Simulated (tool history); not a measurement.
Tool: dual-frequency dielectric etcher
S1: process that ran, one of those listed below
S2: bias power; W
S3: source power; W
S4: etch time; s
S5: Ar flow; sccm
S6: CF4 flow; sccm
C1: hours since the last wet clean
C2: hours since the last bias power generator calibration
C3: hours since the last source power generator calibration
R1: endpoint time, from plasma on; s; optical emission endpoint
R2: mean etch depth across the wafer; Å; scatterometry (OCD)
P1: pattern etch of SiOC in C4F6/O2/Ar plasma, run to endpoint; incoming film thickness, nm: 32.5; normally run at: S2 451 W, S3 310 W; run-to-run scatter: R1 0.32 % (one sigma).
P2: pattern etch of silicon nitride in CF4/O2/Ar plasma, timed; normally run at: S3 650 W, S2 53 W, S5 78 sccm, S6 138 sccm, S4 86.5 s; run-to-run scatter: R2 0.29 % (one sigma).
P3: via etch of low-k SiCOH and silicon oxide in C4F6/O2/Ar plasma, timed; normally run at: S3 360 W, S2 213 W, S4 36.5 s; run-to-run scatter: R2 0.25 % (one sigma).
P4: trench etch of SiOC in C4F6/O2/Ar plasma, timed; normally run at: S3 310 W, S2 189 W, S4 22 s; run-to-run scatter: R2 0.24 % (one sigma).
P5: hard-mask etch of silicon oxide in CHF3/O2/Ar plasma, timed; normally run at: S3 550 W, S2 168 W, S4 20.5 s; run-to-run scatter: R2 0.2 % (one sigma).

run   hour  S1   S2   S3    S4   S5   S6     C1      C2      C3      R1      R2
  1    4.8  P1  451  310                  298.8   858.7  2637.5  12.414
  2    7.8  P1  451  310                  301.8   861.7  2640.5  12.375
  3   12.8  P5  168  550  20.5            306.8   866.7  2645.5          367.58
  4   17.6  P1  451  310                  311.6   871.5  2650.3   12.37
  5   21.3  P3  285  360  36.5            315.3   875.2    2654          1069.8
  6   23.8  P5  209  550  20.5            317.8   877.7  2656.5          394.88
  7   27.6  P1  355  310                  321.6   881.5  2660.3  13.542
  8   30.5  P2   53  650  86.5   78  182  324.5   884.4  2663.2          2311.3
  9   35.5  P1  451  440                  329.5   889.4  2668.2  10.853
 10   40.2  P3  213  360  36.5            334.2   894.1  2672.9          969.91
 11     44  P1  303  380                    338   897.9  2676.7  13.319
 12   48.8  P2   53  650  86.5   78  138  342.8   902.7  2681.5            2267
 13   54.1  P4  189  420    22            348.1     908  2686.8           462.3
 14   59.7  P2   53  650  86.5  109  138  353.7   913.6  2692.4          2170.7
 15   65.2  P5  168  550  20.5            359.2   919.1  2697.9          366.77
 16   67.9  P5  168  720  20.5            361.9   921.8  2700.6          406.39
 17   71.1  P1  451  250                  365.1     925  2703.8   13.49
 18     74  P5  168  550  30.5              368   927.9  2706.7          547.48
 19   77.9  P1  451  310                  371.9   931.8  2710.6  12.299
 20   81.3  P4  189  310    27            375.3   935.2    2714          504.17
 21     84  P4  117  310    22              378   937.9  2716.7          354.58
 22   88.5  P3  213  220  36.5            382.5   942.4  2721.2          805.85
 23     93  P2   53  650  86.5   78  138    387   946.9  2725.7          2261.5
 24   98.4  P1  592  310                  392.4   952.3  2731.1  11.137
 25  102.4  P3  213  360  36.5            396.4   956.3  2735.1           962.7
 26  106.2  P4  189  310    22            400.2   960.1  2738.9          410.06
 27  111.6  P2   53  870  86.5   78  138  405.6   965.5  2744.3          2910.9
 28  114.8  P1  451  310                  408.8   968.7  2747.5   12.38
 29  118.6  P3  213  360    23            412.6   972.5  2751.3          607.93
     122.8  -- wet clean of the chamber
 30    124  P2   53  650   118   78  138    1.3   977.9  2756.7          3065.1
 31  129.6  P2   40  650  86.5   78  138    6.9   983.5  2762.3          2044.8
 32  135.1  P1  451  310                   12.4     989  2767.8  12.354
 33  139.3  P1  451  310                   16.6   993.2    2772  12.362
 34  142.7  P1  451  310                     20   996.6  2775.4  12.278
 35  145.5  P1  451  310                   22.8   999.4  2778.2  12.277
 36    150  P1  451  310                   27.3  1003.9  2782.7  12.204
 37  153.9  P1  451  310                   31.2  1007.8  2786.6  12.292
 38  157.1  P1  451  310                   34.4    1011  2789.8  12.128
     157.4  -- wet clean of the chamber
 39  160.9  P1  451  310                    3.5  1014.8  2793.6   12.25
 40  163.4  P1  451  310                      6  1017.3  2796.1   12.14
 41    166  P1  451  310                    8.6  1019.9  2798.7  12.214
 42  169.8  P1  451  310                   12.4  1023.7  2802.5  12.189
 43  173.3  P1  451  310                   15.9  1027.2    2806  12.246
 44  178.7  P1  451  310                   21.3  1032.6  2811.4  12.186

What P1 gives has crept away from where it was. These 2 causes fit the log equally well, each at the size given:
A: source power that arrives over what is set, % = 4.44
B: bias power that arrives over what is set, % = 4.39
The creep began at about hour 139.3.
Why every other cause is out:
chamber walls in a state that raises the etch rate, %: serviced at hour 157.4, which brought nothing back

4 check runs are offered, one wafer each, their results left as question marks. Which one tells the causes apart?
check 1  184.1  P4  154  360    22                            ?
check 2  184.1  P5  168  550  24.5                            ?
check 3  184.1  P3  213  360  24.5                            ?
check 4  184.1  P2   53  810  86.5  95  138                   ?

What each check would give under each cause:
  check  result    if A    if B
check 1      R2  415.03  413.49
check 2      R2  446.44  445.43
check 3      R2   660.3  658.65
check 4      R2  2787.1  2723.4
How far apart the two closest causes lie, in the result that separates them most: check 1 0.37 %; check 2 0.23 %; check 3 0.25 %; check 4 2.31 %
Check 4 tells the causes apart: in the others they would give nearly the same result.

Then check 4 was run and gave: R2 2781.7 Å. Which cause is it?

It is A: source power that arrives over what is set, %.
